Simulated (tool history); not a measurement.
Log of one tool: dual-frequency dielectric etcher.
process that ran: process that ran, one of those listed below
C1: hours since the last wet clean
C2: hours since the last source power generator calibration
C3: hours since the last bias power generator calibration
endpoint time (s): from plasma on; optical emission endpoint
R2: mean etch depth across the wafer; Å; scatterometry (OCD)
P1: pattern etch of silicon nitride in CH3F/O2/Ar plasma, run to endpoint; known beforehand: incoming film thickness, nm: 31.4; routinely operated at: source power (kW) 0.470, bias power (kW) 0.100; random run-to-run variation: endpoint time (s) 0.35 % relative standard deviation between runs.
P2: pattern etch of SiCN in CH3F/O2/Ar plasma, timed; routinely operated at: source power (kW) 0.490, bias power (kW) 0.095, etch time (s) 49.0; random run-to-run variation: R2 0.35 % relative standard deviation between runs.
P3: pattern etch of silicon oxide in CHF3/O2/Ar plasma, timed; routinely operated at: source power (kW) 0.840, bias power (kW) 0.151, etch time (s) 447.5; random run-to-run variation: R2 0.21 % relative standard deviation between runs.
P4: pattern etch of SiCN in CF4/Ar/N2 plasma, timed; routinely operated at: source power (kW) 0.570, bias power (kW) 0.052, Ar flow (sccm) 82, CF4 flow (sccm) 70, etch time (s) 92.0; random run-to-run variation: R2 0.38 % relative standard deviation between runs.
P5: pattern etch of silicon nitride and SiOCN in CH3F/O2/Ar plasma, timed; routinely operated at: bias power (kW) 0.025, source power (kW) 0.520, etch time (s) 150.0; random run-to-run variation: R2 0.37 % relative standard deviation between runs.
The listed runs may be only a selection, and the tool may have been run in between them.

{"run": 1, "hour": 15.1, "process that ran": "P1", "source power (kW)": 0.47, "bias power (kW)": 0.1, "C1": 179.0, "C2": 2904.1, "C3": 3155.3, "endpoint time (s)": 38.106}
{"run": 2, "hour": 30.0, "process that ran": "P5", "source power (kW)": 0.52, "bias power (kW)": 0.018, "etch time (s)": 150.0, "C1": 193.9, "C2": 2919.0, "C3": 3170.2, "R2": 200.85}
{"run": 3, "hour": 46.1, "process that ran": "P2", "source power (kW)": 0.49, "bias power (kW)": 0.095, "etch time (s)": 49.0, "C1": 210.0, "C2": 2935.1, "C3": 3186.3, "R2": 209.0}
{"run": 4, "hour": 57.7, "process that ran": "P1", "source power (kW)": 0.47, "bias power (kW)": 0.1, "C1": 221.6, "C2": 2946.7, "C3": 3197.9, "endpoint time (s)": 38.017}
{"run": 5, "hour": 67.1, "process that ran": "P1", "source power (kW)": 0.47, "bias power (kW)": 0.1, "C1": 231.0, "C2": 2956.1, "C3": 3207.3, "endpoint time (s)": 37.921}
{"run": 6, "hour": 78.4, "process that ran": "P1", "source power (kW)": 0.47, "bias power (kW)": 0.076, "C1": 242.3, "C2": 2967.4, "C3": 3218.6, "endpoint time (s)": 41.991}
{"run": 7, "hour": 96.1, "process that ran": "P3", "source power (kW)": 0.84, "bias power (kW)": 0.213, "etch time (s)": 447.5, "C1": 260.0, "C2": 2985.1, "C3": 3236.3, "R2": 10676.0}
{"run": 8, "hour": 110.3, "process that ran": "P5", "source power (kW)": 0.4, "bias power (kW)": 0.025, "etch time (s)": 150.0, "C1": 274.2, "C2": 2999.3, "C3": 3250.5, "R2": 212.33}
{"run": 9, "hour": 124.8, "process that ran": "P4", "source power (kW)": 0.57, "bias power (kW)": 0.052, "etch time (s)": 92.0, "Ar flow (sccm)": 112, "CF4 flow (sccm)": 70, "C1": 288.7, "C2": 3013.8, "C3": 3265.0, "R2": 854.06}
{"run": 10, "hour": 143.4, "process that ran": "P5", "source power (kW)": 0.52, "bias power (kW)": 0.025, "etch time (s)": 199.5, "C1": 307.3, "C2": 3032.4, "C3": 3283.6, "R2": 308.49}
{"run": 11, "hour": 160.2, "process that ran": "P2", "source power (kW)": 0.49, "bias power (kW)": 0.06, "etch time (s)": 49.0, "C1": 324.1, "C2": 3049.2, "C3": 3300.4, "R2": 178.22}
{"run": 12, "hour": 178.1, "process that ran": "P1", "source power (kW)": 0.62, "bias power (kW)": 0.069, "C1": 342.0, "C2": 3067.1, "C3": 3318.3, "endpoint time (s)": 39.017}
{"run": 13, "hour": 195.4, "process that ran": "P2", "source power (kW)": 0.66, "bias power (kW)": 0.095, "etch time (s)": 49.0, "C1": 359.3, "C2": 3084.4, "C3": 3335.6, "R2": 234.43}
{"run": 14, "hour": 207.8, "process that ran": "P1", "source power (kW)": 0.47, "bias power (kW)": 0.1, "C1": 371.7, "C2": 3096.8, "C3": 3348.0, "endpoint time (s)": 38.023}
{"run": 15, "hour": 225.0, "process that ran": "P5", "source power (kW)": 0.52, "bias power (kW)": 0.025, "etch time (s)": 150.0, "C1": 388.9, "C2": 3114.0, "C3": 3365.2, "R2": 231.23}
{"run": 16, "hour": 243.1, "process that ran": "P4", "source power (kW)": 0.57, "bias power (kW)": 0.052, "etch time (s)": 92.0, "Ar flow (sccm)": 82, "CF4 flow (sccm)": 70, "C1": 407.0, "C2": 3132.1, "C3": 3383.3, "R2": 900.12}
{"run": 17, "hour": 253.8, "process that ran": "P4", "source power (kW)": 0.57, "bias power (kW)": 0.052, "etch time (s)": 113.0, "Ar flow (sccm)": 82, "CF4 flow (sccm)": 70, "C1": 417.7, "C2": 3142.8, "C3": 3394.0, "R2": 1102.2}
{"hour": 258.7, "done": "source power generator calibrated"}
{"run": 18, "hour": 269.4, "process that ran": "P1", "source power (kW)": 0.47, "bias power (kW)": 0.12, "C1": 433.3, "C2": 10.7, "C3": 3409.6, "endpoint time (s)": 35.681}
{"run": 19, "hour": 279.0, "process that ran": "P3", "source power (kW)": 0.84, "bias power (kW)": 0.151, "etch time (s)": 287.0, "C1": 442.9, "C2": 20.3, "C3": 3419.2, "R2": 6118.6}
{"run": 20, "hour": 296.2, "process that ran": "P4", "source power (kW)": 0.37, "bias power (kW)": 0.052, "etch time (s)": 92.0, "Ar flow (sccm)": 82, "CF4 flow (sccm)": 70, "C1": 460.1, "C2": 37.5, "C3": 3436.4, "R2": 609.35}
{"run": 21, "hour": 306.7, "process that ran": "P4", "source power (kW)": 0.57, "bias power (kW)": 0.052, "etch time (s)": 92.0, "Ar flow (sccm)": 82, "CF4 flow (sccm)": 94, "C1": 470.6, "C2": 48.0, "C3": 3446.9, "R2": 942.15}
{"run": 22, "hour": 318.9, "process that ran": "P1", "source power (kW)": 0.47, "bias power (kW)": 0.1, "C1": 482.8, "C2": 60.2, "C3": 3459.1, "endpoint time (s)": 38.011}
{"run": 23, "hour": 335.1, "process that ran": "P2", "source power (kW)": 0.49, "bias power (kW)": 0.095, "etch time (s)": 73.0, "C1": 499.0, "C2": 76.4, "C3": 3475.3, "R2": 313.73}
{"run": 24, "hour": 352.1, "process that ran": "P1", "source power (kW)": 0.47, "bias power (kW)": 0.1, "C1": 516.0, "C2": 93.4, "C3": 3492.3, "endpoint time (s)": 37.979}
{"run": 25, "hour": 367.3, "process that ran": "P5", "source power (kW)": 0.52, "bias power (kW)": 0.025, "etch time (s)": 150.0, "C1": 531.2, "C2": 108.6, "C3": 3507.5, "R2": 231.25}
{"run": 26, "hour": 380.2, "process that ran": "P1", "source power (kW)": 0.55, "bias power (kW)": 0.121, "C1": 544.1, "C2": 121.5, "C3": 3520.4, "endpoint time (s)": 33.631}
{"run": 27, "hour": 389.9, "process that ran": "P1", "source power (kW)": 0.38, "bias power (kW)": 0.1, "C1": 553.8, "C2": 131.2, "C3": 3530.1, "endpoint time (s)": 41.286}
{"run": 28, "hour": 406.0, "process that ran": "P3", "source power (kW)": 0.52, "bias power (kW)": 0.151, "etch time (s)": 447.5, "C1": 569.9, "C2": 147.3, "C3": 3546.2, "R2": 7897.6}
{"run": 29, "hour": 419.9, "process that ran": "P1", "source power (kW)": 0.47, "bias power (kW)": 0.1, "C1": 583.8, "C2": 161.2, "C3": 3560.1, "endpoint time (s)": 38.059}
{"run": 30, "hour": 437.4, "process that ran": "P3", "source power (kW)": 0.84, "bias power (kW)": 0.151, "etch time (s)": 447.5, "C1": 601.3, "C2": 178.7, "C3": 3577.6, "R2": 9531.3}
{"run": 31, "hour": 445.8, "process that ran": "P4", "source power (kW)": 0.57, "bias power (kW)": 0.068, "etch time (s)": 92.0, "Ar flow (sccm)": 82, "CF4 flow (sccm)": 70, "C1": 609.7, "C2": 187.1, "C3": 3586.0, "R2": 978.78}
{"run": 32, "hour": 455.1, "process that ran": "P1", "source power (kW)": 0.59, "bias power (kW)": 0.1, "C1": 619.0, "C2": 196.4, "C3": 3595.3, "endpoint time (s)": 35.142}
{"run": 33, "hour": 471.1, "process that ran": "P1", "source power (kW)": 0.47, "bias power (kW)": 0.1, "C1": 635.0, "C2": 212.4, "C3": 3611.3, "endpoint time (s)": 38.027}
{"run": 34, "hour": 485.4, "process that ran": "P1", "source power (kW)": 0.47, "bias power (kW)": 0.1, "C1": 649.3, "C2": 226.7, "C3": 3625.6, "endpoint time (s)": 37.895}
{"run": 35, "hour": 499.8, "process that ran": "P1", "source power (kW)": 0.47, "bias power (kW)": 0.1, "C1": 663.7, "C2": 241.1, "C3": 3640.0, "endpoint time (s)": 37.805}
{"hour": 507.6, "done": "wet clean of the chamber"}
{"run": 36, "hour": 509.1, "process that ran": "P1", "source power (kW)": 0.47, "bias power (kW)": 0.1, "C1": 1.5, "C2": 250.4, "C3": 3649.3, "endpoint time (s)": 37.439}
{"run": 37, "hour": 518.0, "process that ran": "P1", "source power (kW)": 0.47, "bias power (kW)": 0.1, "C1": 10.4, "C2": 259.3, "C3": 3658.2, "endpoint time (s)": 37.716}
{"run": 38, "hour": 527.4, "process that ran": "P1", "source power (kW)": 0.47, "bias power (kW)": 0.1, "C1": 19.8, "C2": 268.7, "C3": 3667.6, "endpoint time (s)": 37.629}
{"run": 39, "hour": 542.0, "process that ran": "P1", "source power (kW)": 0.47, "bias power (kW)": 0.1, "C1": 34.4, "C2": 283.3, "C3": 3682.2, "endpoint time (s)": 37.599}
{"run": 40, "hour": 550.2, "process that ran": "P1", "source power (kW)": 0.47, "bias power (kW)": 0.1, "C1": 42.6, "C2": 291.5, "C3": 3690.4, "endpoint time (s)": 37.371}

P1 no longer gives what it gave before; its output has crept away from where it was. The following 2 causes, each at its listed size, fit the log equally well:
A: bias power that arrives over what is set, % = 4.89
B: source power that arrives over what is set, % = 4.77
The process output started creeping at around hour 471.1.
Every other cause this tool's parts could produce, and why it does not fit the log:
chamber walls in a state that raises the etch rate, %: serviced at hour 507.6, after the drift had started, without restoring the earlier output

4 check runs are offered, one wafer each, their results left as question marks. Which one tells the causes apart?
{"run": "check 1", "hour": 558.4, "process that ran": "P3", "source power (kW)": 0.84, "bias power (kW)": 0.21, "etch time (s)": 371.5, "R2": "?"}
{"run": "check 2", "hour": 558.4, "process that ran": "P2", "source power (kW)": 0.49, "bias power (kW)": 0.095, "etch time (s)": 70.5, "R2": "?"}
{"run": "check 3", "hour": 558.4, "process that ran": "P4", "source power (kW)": 0.57, "bias power (kW)": 0.052, "etch time (s)": 92.0, "Ar flow (sccm)": 82, "CF4 flow (sccm)": 90, "R2": "?"}
{"run": "check 4", "hour": 558.4, "process that ran": "P5", "source power (kW)": 0.42, "bias power (kW)": 0.02, "etch time (s)": 150.0, "R2": "?"}

Predicted outcomes, by check and by cause:
check=check_1 result=R2 if_A=8963.00 if_B=8976.90
check=check_2 result=R2 if_A=306.98 if_B=306.87
check=check_3 result=R2 if_A=948.16 if_B=974.76
check=check_4 result=R2 if_A=199.00 if_B=198.10
Per-check spread between the two closest causes, in the result where they differ most: check 1 0.15 %; check 2 0.04 %; check 3 2.77 %; check 4 0.45 %
Only check 3 tells the causes apart: in the others they would give nearly the same result.

Check 3 has now been run. It gave: R2 977.92 Å. Which of the candidate causes is it?

The correct cause is B, namely: source power that arrives over what is set, %.
